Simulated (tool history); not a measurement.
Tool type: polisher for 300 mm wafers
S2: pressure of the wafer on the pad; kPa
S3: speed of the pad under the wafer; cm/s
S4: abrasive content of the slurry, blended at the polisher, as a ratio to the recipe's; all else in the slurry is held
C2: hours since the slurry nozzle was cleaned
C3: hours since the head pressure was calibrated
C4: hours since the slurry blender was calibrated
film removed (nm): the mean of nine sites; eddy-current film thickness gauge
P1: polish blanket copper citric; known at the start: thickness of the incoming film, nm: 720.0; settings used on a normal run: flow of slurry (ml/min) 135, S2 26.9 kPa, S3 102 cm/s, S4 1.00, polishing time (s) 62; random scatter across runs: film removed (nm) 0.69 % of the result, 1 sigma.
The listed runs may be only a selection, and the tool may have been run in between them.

run 1 hour=6.5 | flow_of_slurry_(ml/min)=135 S2=26.9 S3=102 S4=1.00 polishing_time_(s)=62 | wafers_polished_on_this_pad=433 C2=515.1 C3=456.6 C4=96.4 | film_removed_(nm)=225.41
-- hour=11.1 slurry nozzle cleaned
run 2 hour=11.6 | flow_of_slurry_(ml/min)=135 S2=26.9 S3=102 S4=0.75 polishing_time_(s)=62 | wafers_polished_on_this_pad=473 C2=0.6 C3=461.7 C4=101.5 | film_removed_(nm)=212.08
run 3 hour=18.0 | flow_of_slurry_(ml/min)=90 S2=26.9 S3=102 S4=1.00 polishing_time_(s)=62 | wafers_polished_on_this_pad=524 C2=7.0 C3=468.1 C4=107.9 | film_removed_(nm)=208.86
run 4 hour=21.8 | flow_of_slurry_(ml/min)=135 S2=26.9 S3=102 S4=1.00 polishing_time_(s)=36 | wafers_polished_on_this_pad=554 C2=10.8 C3=471.9 C4=111.7 | film_removed_(nm)=131.87
run 5 hour=27.3 | flow_of_slurry_(ml/min)=95 S2=26.9 S3=102 S4=1.30 polishing_time_(s)=62 | wafers_polished_on_this_pad=597 C2=16.3 C3=477.4 C4=117.2 | film_removed_(nm)=220.98
run 6 hour=31.0 | flow_of_slurry_(ml/min)=135 S2=26.9 S3=102 S4=1.00 polishing_time_(s)=62 | wafers_polished_on_this_pad=626 C2=20.0 C3=481.1 C4=120.9 | film_removed_(nm)=221.38
run 7 hour=36.9 | flow_of_slurry_(ml/min)=135 S2=26.9 S3=102 S4=1.00 polishing_time_(s)=62 | wafers_polished_on_this_pad=672 C2=25.9 C3=487.0 C4=126.8 | film_removed_(nm)=225.49
run 8 hour=40.4 | flow_of_slurry_(ml/min)=135 S2=26.9 S3=146 S4=1.00 polishing_time_(s)=62 | wafers_polished_on_this_pad=700 C2=29.4 C3=490.5 C4=130.3 | film_removed_(nm)=317.91
run 9 hour=46.9 | flow_of_slurry_(ml/min)=135 S2=26.9 S3=102 S4=1.45 polishing_time_(s)=62 | wafers_polished_on_this_pad=751 C2=35.9 C3=497.0 C4=136.8 | film_removed_(nm)=243.39
run 10 hour=50.5 | flow_of_slurry_(ml/min)=135 S2=26.9 S3=102 S4=1.00 polishing_time_(s)=62 | wafers_polished_on_this_pad=779 C2=39.5 C3=500.6 C4=140.4 | film_removed_(nm)=226.97
run 11 hour=56.9 | flow_of_slurry_(ml/min)=135 S2=26.9 S3=158 S4=1.00 polishing_time_(s)=78 | wafers_polished_on_this_pad=830 C2=45.9 C3=507.0 C4=146.8 | film_removed_(nm)=432.58
run 12 hour=64.7 | flow_of_slurry_(ml/min)=135 S2=26.9 S3=62 S4=1.00 polishing_time_(s)=62 | wafers_polished_on_this_pad=891 C2=53.7 C3=514.8 C4=154.6 | film_removed_(nm)=137.10
run 13 hour=70.6 | flow_of_slurry_(ml/min)=135 S2=42.7 S3=102 S4=1.00 polishing_time_(s)=62 | wafers_polished_on_this_pad=938 C2=59.6 C3=520.7 C4=160.5 | film_removed_(nm)=352.88
-- hour=75.1 head pressure recalibrated
run 14 hour=78.0 | flow_of_slurry_(ml/min)=135 S2=15.2 S3=102 S4=1.00 polishing_time_(s)=62 | wafers_polished_on_this_pad=996 C2=67.0 C3=3.0 C4=167.9 | film_removed_(nm)=128.37
run 15 hour=86.0 | flow_of_slurry_(ml/min)=135 S2=26.9 S3=102 S4=1.00 polishing_time_(s)=62 | wafers_polished_on_this_pad=1059 C2=75.0 C3=11.0 C4=175.9 | film_removed_(nm)=222.15
run 16 hour=93.5 | flow_of_slurry_(ml/min)=200 S2=26.9 S3=102 S4=1.00 polishing_time_(s)=62 | wafers_polished_on_this_pad=1118 C2=82.5 C3=18.5 C4=183.4 | film_removed_(nm)=238.37
run 17 hour=101.1 | flow_of_slurry_(ml/min)=135 S2=26.9 S3=102 S4=1.00 polishing_time_(s)=98 | wafers_polished_on_this_pad=1178 C2=90.1 C3=26.1 C4=191.0 | film_removed_(nm)=355.69
run 18 hour=108.4 | flow_of_slurry_(ml/min)=135 S2=26.9 S3=102 S4=1.00 polishing_time_(s)=62 | wafers_polished_on_this_pad=1235 C2=97.4 C3=33.4 C4=198.3 | film_removed_(nm)=225.89
run 19 hour=115.6 | flow_of_slurry_(ml/min)=135 S2=26.9 S3=102 S4=1.00 polishing_time_(s)=62 | wafers_polished_on_this_pad=1292 C2=104.6 C3=40.6 C4=205.5 | film_removed_(nm)=213.65
run 20 hour=123.0 | flow_of_slurry_(ml/min)=135 S2=26.9 S3=102 S4=1.00 polishing_time_(s)=62 | wafers_polished_on_this_pad=1350 C2=112.0 C3=48.0 C4=212.9 | film_removed_(nm)=207.12
run 21 hour=129.6 | flow_of_slurry_(ml/min)=135 S2=26.9 S3=102 S4=1.00 polishing_time_(s)=62 | wafers_polished_on_this_pad=1402 C2=118.6 C3=54.6 C4=219.5 | film_removed_(nm)=205.63
run 22 hour=133.7 | flow_of_slurry_(ml/min)=135 S2=26.9 S3=102 S4=1.00 polishing_time_(s)=62 | wafers_polished_on_this_pad=1434 C2=122.7 C3=58.7 C4=223.6 | film_removed_(nm)=202.62
-- hour=137.4 head pressure recalibrated
-- hour=138.5 slurry blender recalibrated
run 23 hour=140.4 | flow_of_slurry_(ml/min)=135 S2=26.9 S3=102 S4=1.00 polishing_time_(s)=62 | wafers_polished_on_this_pad=1487 C2=129.4 C3=3.1 C4=2.0 | film_removed_(nm)=200.71
run 24 hour=146.4 | flow_of_slurry_(ml/min)=135 S2=26.9 S3=102 S4=1.00 polishing_time_(s)=62 | wafers_polished_on_this_pad=1534 C2=135.4 C3=9.1 C4=8.0 | film_removed_(nm)=200.71
run 25 hour=154.5 | flow_of_slurry_(ml/min)=135 S2=26.9 S3=102 S4=1.00 polishing_time_(s)=62 | wafers_polished_on_this_pad=1598 C2=143.5 C3=17.2 C4=16.1 | film_removed_(nm)=198.85
run 26 hour=159.5 | flow_of_slurry_(ml/min)=135 S2=26.9 S3=102 S4=1.00 polishing_time_(s)=62 | wafers_polished_on_this_pad=1637 C2=148.5 C3=22.2 C4=21.1 | film_removed_(nm)=198.07
run 27 hour=163.8 | flow_of_slurry_(ml/min)=135 S2=26.9 S3=102 S4=1.00 polishing_time_(s)=62 | wafers_polished_on_this_pad=1671 C2=152.8 C3=26.5 C4=25.4 | film_removed_(nm)=200.94

The log shows P1 creeping away from where it was. Any of the 2 causes listed here, at the size stated for it, fits the log just as well as the others:
A: slurry flow missing at the pad, % = 39.1
B: removal rate lost through wear of the pad, % = 11.2
The onset of the drift is placed at about hour 108.4.
What rules out each remaining cause:
head's pressure below its setpoint, %: serviced at hour 137.4, which brought nothing back
abrasive missing from the slurry, %: serviced at hour 138.5, which brought nothing back

Of the 4 check runs below, each run on 2 wafers with the results averaged and each result still a question mark, which one would tell the listed causes apart?
run check 1 hour=168.1 | flow_of_slurry_(ml/min)=135 S2=26.9 S3=102 S4=0.75 polishing_time_(s)=79 | film_removed_(nm)=?
run check 2 hour=168.1 | flow_of_slurry_(ml/min)=200 S2=26.9 S3=102 S4=1.00 polishing_time_(s)=97 | film_removed_(nm)=?
run check 3 hour=168.1 | flow_of_slurry_(ml/min)=135 S2=40.7 S3=102 S4=1.00 polishing_time_(s)=62 | film_removed_(nm)=?
run check 4 hour=168.1 | flow_of_slurry_(ml/min)=135 S2=38.6 S3=102 S4=1.00 polishing_time_(s)=62 | film_removed_(nm)=?

Expected result of each check under each candidate cause:
check=check_1 result=film_removed_(nm) if_A=239.19 if_B=239.33
check=check_2 result=film_removed_(nm) if_A=344.41 if_B=332.51
check=check_3 result=film_removed_(nm) if_A=299.85 if_B=300.03
check=check_4 result=film_removed_(nm) if_A=284.79 if_B=284.96
Separation of the two closest causes in each check, using whichever result separates them best: check 1 0.06 %; check 2 3.52 %; check 3 0.06 %; check 4 0.06 %
The other checks would show nearly matching results whichever cause is true, so check 2 is the only one that separates the causes.

After running check 2, the following was obtained: film removed (nm) 332.70. Which cause does this point to?

Of the candidate causes, it is B: removal rate lost through wear of the pad, %.
